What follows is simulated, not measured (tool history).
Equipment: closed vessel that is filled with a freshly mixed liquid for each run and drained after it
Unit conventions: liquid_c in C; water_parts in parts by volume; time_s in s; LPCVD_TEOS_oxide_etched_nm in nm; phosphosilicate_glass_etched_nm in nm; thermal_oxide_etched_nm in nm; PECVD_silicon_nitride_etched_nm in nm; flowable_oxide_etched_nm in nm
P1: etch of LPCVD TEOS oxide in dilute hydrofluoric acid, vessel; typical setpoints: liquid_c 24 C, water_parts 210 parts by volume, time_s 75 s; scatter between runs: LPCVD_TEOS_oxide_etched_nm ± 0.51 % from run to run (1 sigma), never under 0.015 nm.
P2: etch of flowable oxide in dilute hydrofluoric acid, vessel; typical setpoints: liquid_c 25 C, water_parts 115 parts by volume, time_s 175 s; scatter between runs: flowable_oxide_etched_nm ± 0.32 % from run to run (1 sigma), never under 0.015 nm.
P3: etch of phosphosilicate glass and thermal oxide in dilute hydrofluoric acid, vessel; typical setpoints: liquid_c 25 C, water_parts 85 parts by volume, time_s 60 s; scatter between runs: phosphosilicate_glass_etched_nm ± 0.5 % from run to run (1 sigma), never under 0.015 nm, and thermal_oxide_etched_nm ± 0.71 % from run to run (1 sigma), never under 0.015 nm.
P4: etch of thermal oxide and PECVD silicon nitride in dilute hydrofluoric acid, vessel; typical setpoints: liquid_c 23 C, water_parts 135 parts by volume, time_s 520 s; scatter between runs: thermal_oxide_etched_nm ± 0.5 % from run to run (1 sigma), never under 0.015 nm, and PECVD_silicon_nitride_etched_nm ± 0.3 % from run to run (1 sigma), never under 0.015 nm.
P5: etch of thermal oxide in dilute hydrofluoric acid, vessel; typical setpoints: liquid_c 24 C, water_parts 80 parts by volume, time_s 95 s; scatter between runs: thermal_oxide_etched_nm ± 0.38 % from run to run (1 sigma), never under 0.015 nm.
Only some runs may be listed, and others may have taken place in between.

run     day  process  liquid_c  water_parts  time_s  hours since the thermometer was replaced  hours since the hydrofluoric acid flow meter was replaced  LPCVD_TEOS_oxide_etched_nm  phosphosilicate_glass_etched_nm  thermal_oxide_etched_nm  PECVD_silicon_nitride_etched_nm  flowable_oxide_etched_nm
  1   0.517       P1        24          210      75                                     572.6                                                      723.5                      5.8198
  2   0.925       P3        25           85      60                                     582.4                                                      733.3                                                       58.878                   3.6046
  3   1.521       P4        23          200     520                                     596.7                                                      747.6                                                                                10.425                           12.393
  4   2.254       P1        24          210      35                                     614.3                                                      765.2                      2.6632
  5   2.925       P1        24          210      75                                     630.4                                                      781.3                      5.8292
  6   3.467       P4        23          135     520                                     643.4                                                      794.3                                                                                16.653                           18.255
  7   3.817       P5        29           80      95                                     651.8                                                      802.7                                                                                7.4058
  8   4.292       P1        24          210      75                                     663.2                                                      814.1                      5.8378
  9   5.104       P2        25          215     175                                     682.7                                                      833.6                                                                                                                                           16.199
 10   5.825       P3        33           85      60                                       700                                                      850.9                                                       80.211                   4.8378
 11   6.254       P5        24          145      95                                     710.3                                                      861.2                                                                                 3.096
      6.475  -- thermometer replaced
 12   7.008       P1        24          210      75                                      12.8                                                      879.3                      5.7969
 13   7.771       P1        17          210      75                                      31.1                                                      897.6                      4.4294
 14   8.312       P2        25          115     175                                      44.1                                                      910.6                                                                                                                                           33.895
 15     8.7       P1        29          210      75                                      53.4                                                      919.9                      7.0085
 16     9.1       P1        24          285      75                                        63                                                      929.5                      3.9617
 17   9.808       P1        24          210      75                                        80                                                      946.5                      5.8388
 18  10.267       P1      19.5          210     135                                        91                                                      957.5                       8.909
 19  10.762       P2        25          115     285                                     102.9                                                      969.4                                                                                                                                           55.438
 20  11.129       P3        25           85     105                                     111.7                                                      978.2                                                       103.24                   6.3475
 21  11.842       P5        24           80     145                                     128.8                                                      995.3                                                                                9.3089
 22  12.217       P4        23          135     795                                     137.8                                                     1004.3                                                                                25.517                             28.1
 23  12.875       P3        25           85      60                                     153.6                                                     1020.1                                                       58.685                   3.6378
 24  13.542       P1        24           90      75                                     169.6                                                     1036.1                      15.545
 25  14.279       P1        24          210     140                                     187.3                                                     1053.8                      10.835
 26  14.979       P2        25          115     175                                     204.1                                                     1070.6                                                                                                                                           33.927
 27  15.362       P4        23          135     520                                     213.3                                                     1079.8                                                                                16.642                           18.251
 28  15.904       P3        25          130      60                                     226.3                                                     1092.8                                                       36.569                   2.2201
 29  16.458       P4      27.5          135     520                                     239.6                                                     1106.1                                                                                19.764                           24.339
 30  16.921       P1      28.5           95      75                                     250.7                                                     1117.2                       17.27
 31  17.675       P2        17          115     175                                     268.8                                                     1135.3                                                                                                                                           24.583
 32  18.308       P5        24           80      95                                       284                                                     1150.5                                                                                6.0937
 33  18.671       P1        24          210      75                                     292.7                                                     1159.2                      5.8214
 34    19.3       P1        24          210      75                                     307.8                                                     1174.3                      5.6443
 35  19.862       P1        24          210      75                                     321.3                                                     1187.8                      5.4649
 36  20.388       P1        24          210      75                                     333.9                                                     1200.4                      5.4041
 37  21.004       P1        24          210      75                                     348.7                                                     1215.2                      5.3851
 38  21.579       P1        24          210      75                                     362.5                                                       1229                      5.3668
 39  22.221       P1        24          210      75                                     377.9                                                     1244.4                      5.4051
 40    22.7       P1        24          210      75                                     389.4                                                     1255.9                      5.3765

P1 no longer gives what it gave before; its output has crept away from where it was. The following 2 causes, each at its listed size, fit the log equally well:
A: liquid colder than its thermometer reads (K) = 2.38
B: hydrofluoric acid flow below the setpoint (%) = 6.93
Onset of the creep was near day 18.671.

Each of the 4 check runs below uses one wafer; its results are left as question marks. Which run tells the causes apart?
check 1  23.179       P4      27.5          135     520                                                                                                                                                                                          ?                                ?
check 2  23.179       P3      32.5           85     100                                                                                                                                                                 ?                        ?
check 3  23.179       P5        24          145      95                                                                                                                                                                                          ?
check 4  23.179       P2        25          210     245                                                                                                                                                                                                                                                     ?

What every check run would give for each of its results, assuming each possible cause in turn:
  check                           result    if A    if B
check 1          thermal_oxide_etched_nm  18.081  18.179
check 1  PECVD_silicon_nitride_etched_nm  20.952  22.685
check 2  phosphosilicate_glass_etched_nm  119.81  120.76
check 2          thermal_oxide_etched_nm    7.31  7.3678
check 3          thermal_oxide_etched_nm  2.8325  2.8559
check 4         flowable_oxide_etched_nm    21.4  21.376
Per-check spread between the two closest causes, in the result where they differ most: check 1 7.95 %; check 2 0.79 %; check 3 0.82 %; check 4 0.11 %
Only in check 1 would the causes give clearly different results; in the remaining checks their results would be nearly the same.

Here is what check 1 returned: thermal_oxide_etched_nm 18.241 nm; PECVD_silicon_nitride_etched_nm 22.718 nm. Which cause is it?

It was cause B: hydrofluoric acid flow below the setpoint (%).
